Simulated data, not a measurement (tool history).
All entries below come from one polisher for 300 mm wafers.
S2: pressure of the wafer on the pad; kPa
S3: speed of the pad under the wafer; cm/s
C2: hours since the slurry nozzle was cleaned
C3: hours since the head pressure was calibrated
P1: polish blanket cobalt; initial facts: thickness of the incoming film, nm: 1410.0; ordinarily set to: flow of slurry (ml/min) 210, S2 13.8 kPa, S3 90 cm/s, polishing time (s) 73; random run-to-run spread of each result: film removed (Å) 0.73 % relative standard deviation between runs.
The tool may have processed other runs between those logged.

run 1 day=0.333 | flow_of_slurry_(ml/min)=210 S2=13.8 S3=90 polishing_time_(s)=73 | wafers_polished_on_this_pad=544 C2=76.5 C3=390.8 | film_removed_(Å)=3259.7
run 2 day=0.688 | flow_of_slurry_(ml/min)=210 S2=13.8 S3=90 polishing_time_(s)=73 | wafers_polished_on_this_pad=653 C2=85.0 C3=399.3 | film_removed_(Å)=3286.0
run 3 day=1.362 | flow_of_slurry_(ml/min)=210 S2=13.8 S3=90 polishing_time_(s)=73 | wafers_polished_on_this_pad=861 C2=101.2 C3=415.5 | film_removed_(Å)=3215.0
run 4 day=1.996 | flow_of_slurry_(ml/min)=315 S2=13.8 S3=48 polishing_time_(s)=73 | wafers_polished_on_this_pad=1055 C2=116.4 C3=430.7 | film_removed_(Å)=1797.2
run 5 day=2.612 | flow_of_slurry_(ml/min)=330 S2=13.8 S3=90 polishing_time_(s)=73 | wafers_polished_on_this_pad=1245 C2=131.2 C3=445.5 | film_removed_(Å)=3413.9
run 6 day=3.133 | flow_of_slurry_(ml/min)=210 S2=13.8 S3=50 polishing_time_(s)=73 | wafers_polished_on_this_pad=1405 C2=143.7 C3=458.0 | film_removed_(Å)=1815.8
run 7 day=3.838 | flow_of_slurry_(ml/min)=210 S2=19.3 S3=90 polishing_time_(s)=73 | wafers_polished_on_this_pad=1621 C2=160.6 C3=474.9 | film_removed_(Å)=4558.6
run 8 day=4.446 | flow_of_slurry_(ml/min)=210 S2=13.8 S3=90 polishing_time_(s)=73 | wafers_polished_on_this_pad=1808 C2=175.2 C3=489.5 | film_removed_(Å)=3260.3
run 9 day=4.988 | flow_of_slurry_(ml/min)=210 S2=13.8 S3=90 polishing_time_(s)=73 | wafers_polished_on_this_pad=1974 C2=188.2 C3=502.5 | film_removed_(Å)=3222.0
run 10 day=5.379 | flow_of_slurry_(ml/min)=210 S2=13.8 S3=90 polishing_time_(s)=115 | wafers_polished_on_this_pad=2095 C2=197.6 C3=511.9 | film_removed_(Å)=5085.3
run 11 day=5.925 | flow_of_slurry_(ml/min)=150 S2=13.8 S3=90 polishing_time_(s)=73 | wafers_polished_on_this_pad=2262 C2=210.7 C3=525.0 | film_removed_(Å)=3104.7
run 12 day=6.588 | flow_of_slurry_(ml/min)=210 S2=13.8 S3=90 polishing_time_(s)=73 | wafers_polished_on_this_pad=2466 C2=226.6 C3=540.9 | film_removed_(Å)=3217.3
run 13 day=7.250 | flow_of_slurry_(ml/min)=210 S2=13.8 S3=124 polishing_time_(s)=73 | wafers_polished_on_this_pad=2669 C2=242.5 C3=556.8 | film_removed_(Å)=4490.1
run 14 day=7.983 | flow_of_slurry_(ml/min)=210 S2=6.2 S3=90 polishing_time_(s)=73 | wafers_polished_on_this_pad=2895 C2=260.1 C3=574.4 | film_removed_(Å)=1449.3
run 15 day=8.475 | flow_of_slurry_(ml/min)=210 S2=13.8 S3=90 polishing_time_(s)=52 | wafers_polished_on_this_pad=3046 C2=271.9 C3=586.2 | film_removed_(Å)=2305.4
run 16 day=8.833 | flow_of_slurry_(ml/min)=210 S2=13.8 S3=90 polishing_time_(s)=73 | wafers_polished_on_this_pad=3156 C2=280.5 C3=594.8 | film_removed_(Å)=3251.0
run 17 day=9.254 | flow_of_slurry_(ml/min)=210 S2=13.8 S3=90 polishing_time_(s)=73 | wafers_polished_on_this_pad=3285 C2=290.6 C3=604.9 | film_removed_(Å)=3202.1
run 18 day=9.879 | flow_of_slurry_(ml/min)=210 S2=13.8 S3=90 polishing_time_(s)=73 | wafers_polished_on_this_pad=3477 C2=305.6 C3=619.9 | film_removed_(Å)=3108.2
run 19 day=10.504 | flow_of_slurry_(ml/min)=210 S2=13.8 S3=90 polishing_time_(s)=73 | wafers_polished_on_this_pad=3669 C2=320.6 C3=634.9 | film_removed_(Å)=3068.1
run 20 day=10.867 | flow_of_slurry_(ml/min)=210 S2=13.8 S3=90 polishing_time_(s)=73 | wafers_polished_on_this_pad=3781 C2=329.3 C3=643.6 | film_removed_(Å)=3084.4
-- day=10.879 head pressure recalibrated
run 21 day=11.479 | flow_of_slurry_(ml/min)=210 S2=13.8 S3=90 polishing_time_(s)=73 | wafers_polished_on_this_pad=3969 C2=344.0 C3=14.4 | film_removed_(Å)=3012.7
run 22 day=12.158 | flow_of_slurry_(ml/min)=210 S2=13.8 S3=90 polishing_time_(s)=73 | wafers_polished_on_this_pad=4177 C2=360.3 C3=30.7 | film_removed_(Å)=3013.4
run 23 day=12.658 | flow_of_slurry_(ml/min)=210 S2=13.8 S3=90 polishing_time_(s)=73 | wafers_polished_on_this_pad=4331 C2=372.3 C3=42.7 | film_removed_(Å)=2949.0
run 24 day=13.071 | flow_of_slurry_(ml/min)=210 S2=13.8 S3=90 polishing_time_(s)=73 | wafers_polished_on_this_pad=4458 C2=382.2 C3=52.6 | film_removed_(Å)=2958.7

The log shows P1 creeping away from where it was. Any of the 2 causes listed here, at the size stated for it, fits the log just as well as the others:
A: slurry flow missing at the pad, % = 39.5
B: removal rate lost through wear of the pad, % = 7.75
The gradual shift began around day 9.254.
Ruled out, with reasons:
head's pressure below its setpoint, %: serviced at day 10.879, after the change had begun; the process did not return to its earlier output

Below are 4 check runs, each averaged over 5 wafers, with their results shown as question marks. Which of them would give clearly different results depending on which cause is behind the drift?
run check 1 day=13.483 | flow_of_slurry_(ml/min)=325 S2=19.3 S3=90 polishing_time_(s)=73 | film_removed_(Å)=?
run check 2 day=13.483 | flow_of_slurry_(ml/min)=210 S2=19.3 S3=116 polishing_time_(s)=73 | film_removed_(Å)=?
run check 3 day=13.483 | flow_of_slurry_(ml/min)=210 S2=9.0 S3=90 polishing_time_(s)=73 | film_removed_(Å)=?
run check 4 day=13.483 | flow_of_slurry_(ml/min)=210 S2=7.6 S3=90 polishing_time_(s)=112 | film_removed_(Å)=?

Expected result of each check under each candidate cause:
check=check_1 result=film_removed_(Å) if_A=4501.1 if_B=4380.9
check=check_2 result=film_removed_(Å) if_A=5396.9 if_B=5397.9
check=check_3 result=film_removed_(Å) if_A=1944.1 if_B=1944.4
check=check_4 result=film_removed_(Å) if_A=2523.8 if_B=2524.3
How far apart the two closest causes lie, in the result that separates them most: check 1 2.71 %; check 2 0.02 %; check 3 0.02 %; check 4 0.02 %
The other checks would show nearly matching results whichever cause is true, so check 1 is the only one that separates the causes.

With check 1 done, the readings were: film removed (Å) 4371.6. Identify which of the listed causes applies.

It was cause B: removal rate lost through wear of the pad, %.
